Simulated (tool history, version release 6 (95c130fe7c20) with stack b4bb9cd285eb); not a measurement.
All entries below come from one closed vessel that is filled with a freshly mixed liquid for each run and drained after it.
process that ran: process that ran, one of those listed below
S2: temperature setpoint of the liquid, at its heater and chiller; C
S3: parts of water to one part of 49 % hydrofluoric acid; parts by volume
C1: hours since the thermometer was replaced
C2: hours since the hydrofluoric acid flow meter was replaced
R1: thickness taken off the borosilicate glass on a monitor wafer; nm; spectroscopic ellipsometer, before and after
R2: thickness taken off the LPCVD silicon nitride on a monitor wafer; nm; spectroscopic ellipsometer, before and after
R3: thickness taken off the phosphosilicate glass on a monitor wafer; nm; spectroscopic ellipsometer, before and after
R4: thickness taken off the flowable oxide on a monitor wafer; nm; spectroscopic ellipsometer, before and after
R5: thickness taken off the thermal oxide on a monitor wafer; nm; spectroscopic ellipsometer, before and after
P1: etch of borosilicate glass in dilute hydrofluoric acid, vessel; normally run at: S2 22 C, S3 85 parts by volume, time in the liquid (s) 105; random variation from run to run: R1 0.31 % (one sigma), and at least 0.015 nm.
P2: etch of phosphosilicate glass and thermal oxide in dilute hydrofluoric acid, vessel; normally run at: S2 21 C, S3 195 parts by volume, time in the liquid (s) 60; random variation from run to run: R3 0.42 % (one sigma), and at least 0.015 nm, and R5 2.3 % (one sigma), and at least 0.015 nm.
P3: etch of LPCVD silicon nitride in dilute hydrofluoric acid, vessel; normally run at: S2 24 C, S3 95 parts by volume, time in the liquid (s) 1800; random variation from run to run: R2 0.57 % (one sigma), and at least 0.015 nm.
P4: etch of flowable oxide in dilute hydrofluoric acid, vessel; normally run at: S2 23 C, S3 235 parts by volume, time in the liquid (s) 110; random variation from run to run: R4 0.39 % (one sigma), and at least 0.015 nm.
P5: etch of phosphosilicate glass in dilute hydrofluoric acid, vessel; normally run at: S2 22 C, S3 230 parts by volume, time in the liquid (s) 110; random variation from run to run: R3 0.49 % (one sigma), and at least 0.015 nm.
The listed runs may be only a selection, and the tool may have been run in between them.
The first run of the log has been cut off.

run 2 hour=25.9 | process_that_ran=P3 S2=24 S3=95 time_in_the_liquid_(s)=1800 | C1=182.7 C2=306.8 | R2=9.5768
run 3 hour=42.1 | process_that_ran=P5 S2=17 S3=230 time_in_the_liquid_(s)=110 | C1=198.9 C2=323 | R3=36.923
run 4 hour=53.1 | process_that_ran=P1 S2=22 S3=120 time_in_the_liquid_(s)=105 | C1=209.9 C2=334 | R1=24.394
run 5 hour=61.7 | process_that_ran=P3 S2=24 S3=95 time_in_the_liquid_(s)=1800 | C1=218.5 C2=342.6 | R2=9.4521
run 6 hour=75.1 | process_that_ran=P4 S2=23 S3=235 time_in_the_liquid_(s)=30 | C1=231.9 C2=356 | R4=4.1434
run 7 hour=92.1 | process_that_ran=P4 S2=23 S3=235 time_in_the_liquid_(s)=110 | C1=248.9 C2=373 | R4=15.218
run 8 hour=102.6 | process_that_ran=P1 S2=22 S3=85 time_in_the_liquid_(s)=105 | C1=259.4 C2=383.5 | R1=35.754
run 9 hour=111.7 | process_that_ran=P2 S2=28.5 S3=195 time_in_the_liquid_(s)=60 | C1=268.5 C2=392.6 | R3=41.649 R5=1.4295
run 10 hour=124.8 | process_that_ran=P1 S2=22 S3=85 time_in_the_liquid_(s)=105 | C1=281.6 C2=405.7 | R1=35.663
run 11 hour=133.9 | process_that_ran=P1 S2=30 S3=85 time_in_the_liquid_(s)=105 | C1=290.7 C2=414.8 | R1=49.069
run 12 hour=146.5 | process_that_ran=P5 S2=22 S3=230 time_in_the_liquid_(s)=205 | C1=303.3 C2=427.4 | R3=84.01
run 13 hour=159.4 | process_that_ran=P3 S2=24 S3=20 time_in_the_liquid_(s)=1800 | C1=316.2 C2=440.3 | R2=43.502
run 14 hour=172.1 | process_that_ran=P1 S2=22 S3=85 time_in_the_liquid_(s)=105 | C1=328.9 C2=453 | R1=35.774
run 15 hour=183.9 | process_that_ran=P1 S2=17.5 S3=85 time_in_the_liquid_(s)=105 | C1=340.7 C2=464.8 | R1=29.56
run 16 hour=194.4 | process_that_ran=P5 S2=22 S3=80 time_in_the_liquid_(s)=110 | C1=351.2 C2=475.3 | R3=151.78
run 17 hour=209.6 | process_that_ran=P2 S2=21 S3=195 time_in_the_liquid_(s)=60 | C1=366.4 C2=490.5 | R3=31.667 R5=1.1336
run 18 hour=223.6 | process_that_ran=P1 S2=26 S3=140 time_in_the_liquid_(s)=105 | C1=380.4 C2=504.5 | R1=23.727
run 19 hour=238.4 | process_that_ran=P4 S2=23 S3=425 time_in_the_liquid_(s)=110 | C1=395.2 C2=519.3 | R4=7.0286
run 20 hour=246.5 | process_that_ran=P2 S2=21 S3=195 time_in_the_liquid_(s)=60 | C1=403.3 C2=527.4 | R3=31.713 R5=1.067

Expected results for the next run?
run 21 hour=256.3 | process_that_ran=P2 S2=21 S3=195 time_in_the_liquid_(s)=30 | C1=413.1 C2=537.2 | R3=? R5=?

R3: 15.822 nm
R5: 0.55713 nm

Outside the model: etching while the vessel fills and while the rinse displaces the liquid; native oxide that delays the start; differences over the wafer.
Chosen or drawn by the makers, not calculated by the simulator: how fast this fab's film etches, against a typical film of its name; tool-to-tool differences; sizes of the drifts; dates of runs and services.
